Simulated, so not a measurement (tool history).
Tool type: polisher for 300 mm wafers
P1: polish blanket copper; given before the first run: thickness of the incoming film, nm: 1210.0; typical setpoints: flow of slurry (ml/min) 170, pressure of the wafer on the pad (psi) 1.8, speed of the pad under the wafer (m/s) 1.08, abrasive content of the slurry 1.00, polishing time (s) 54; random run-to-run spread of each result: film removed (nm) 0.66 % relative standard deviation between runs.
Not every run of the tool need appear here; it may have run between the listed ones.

run   hour  flow of slurry (ml/min)  pressure of the wafer on the pad (psi)  speed of the pad under the wafer (m/s)  abrasive content of the slurry  polishing time (s)  film removed (nm)
  1    6.4                      170                                     1.8                                    1.08                            1.00                  54            120.560
  2   12.1                      170                                     1.8                                    1.54                            1.00                  54            172.200
  3   17.7                      170                                     0.9                                    1.08                            1.00                  54             61.418
  4   22.2                      245                                     1.8                                    1.08                            1.00                  54            127.590
  5   27.7                      120                                     1.8                                    1.08                            1.00                  84            176.520
  6   33.5                      170                                     1.8                                    1.08                            1.00                  29             65.495
  7   37.3                      170                                     1.8                                    1.08                            0.70                  54            113.840
  8   41.8                      170                                     1.8                                    1.08                            1.00                  85            190.600
  9   46.8                      170                                     1.8                                    1.08                            1.00                  54            121.820
 10   52.0                      170                                     1.8                                    1.08                            0.70                  33             68.692
 11   55.4                      170                                     1.8                                    1.08                            1.00                  54            120.750
 12   60.7                      170                                     1.8                                    1.08                            1.00                  54            121.700
 13   66.3                      170                                     1.8                                    1.08                            1.45                  54            131.390
 14   71.5                      170                                     1.8                                    1.08                            1.00                  54            120.810
 15   77.6                      170                                     1.8                                    0.74                            1.00                  54             82.831
 16   83.0                      170                                     2.5                                    1.08                            1.00                  54            167.150
 17   87.8                      115                                     1.8                                    1.08                            1.00                  54            112.460
 18   90.7                      170                                     1.8                                    1.08                            1.00                  54            120.930
 19   97.0                      170                                     1.8                                    1.08                            1.00                  54            117.030
 20   99.9                      170                                     1.8                                    1.08                            1.00                  54            117.030
 21  103.7                      170                                     1.8                                    1.08                            1.00                  54            115.000
 22  108.9                      170                                     1.8                                    1.08                            1.00                  54            113.400
 23  115.4                      170                                     1.8                                    1.08                            1.00                  54            111.750
     117.0  -- worn pad replaced by a new one
     117.9  -- slurry blender recalibrated
 24  119.4                      170                                     1.8                                    1.08                            1.00                  54            111.620
 25  124.3                      170                                     1.8                                    1.08                            1.00                  54            111.100
 26  127.7                      170                                     1.8                                    1.08                            1.00                  54            110.940
 27  133.8                      170                                     1.8                                    1.08                            1.00                  54            109.320
 28  140.3                      170                                     1.8                                    1.08                            1.00                  54            112.020
 29  146.7                      170                                     1.8                                    1.08                            1.00                  54            111.750

The output of P1 has drifted from where it used to be. Each of the 2 causes below, taken at the size shown beside it, accounts for the log equally well:
A: head's pressure below its setpoint, % = 8.52
B: slurry flow missing at the pad, % = 37.1
The process output started creeping at around hour 90.7.
Excluded causes, each with its reason:
removal rate lost through wear of the pad, %: serviced after onset, at hour 117.0, with no recovery of the prior output
abrasive missing from the slurry, %: serviced after onset, at hour 117.9, with no recovery of the prior output

The 4 check runs listed below each average the results of 5 wafers, and their outcomes are marked with question marks. Under which run would the listed causes produce clearly different results?
check 1  153.1                      170                                     1.8                                    0.86                            1.00                  54                  ?
check 2  153.1                      170                                     1.8                                    1.08                            0.80                  54                  ?
check 3  153.1                      170                                     1.8                                    1.08                            1.00                  84                  ?
check 4  153.1                      130                                     1.8                                    1.08                            1.00                  54                  ?

If the cause were each of the candidates in turn, the checks would give the following:
  check             result     if A     if B
check 1  film removed (nm)   88.445   88.444
check 2  film removed (nm)  105.950  105.950
check 3  film removed (nm)  172.780  172.770
check 4  film removed (nm)  105.980  103.440
Per-check spread between the two closest causes, in the result where they differ most: check 1 0 %; check 2 0 %; check 3 0 %; check 4 2.43 %
Check 4 distinguishes between the causes, while the remaining checks would return nearly the same result for all of them.

Then check 4 was run and gave: film removed (nm) 105.550. Which cause is it?

It was cause A: head's pressure below its setpoint, %.
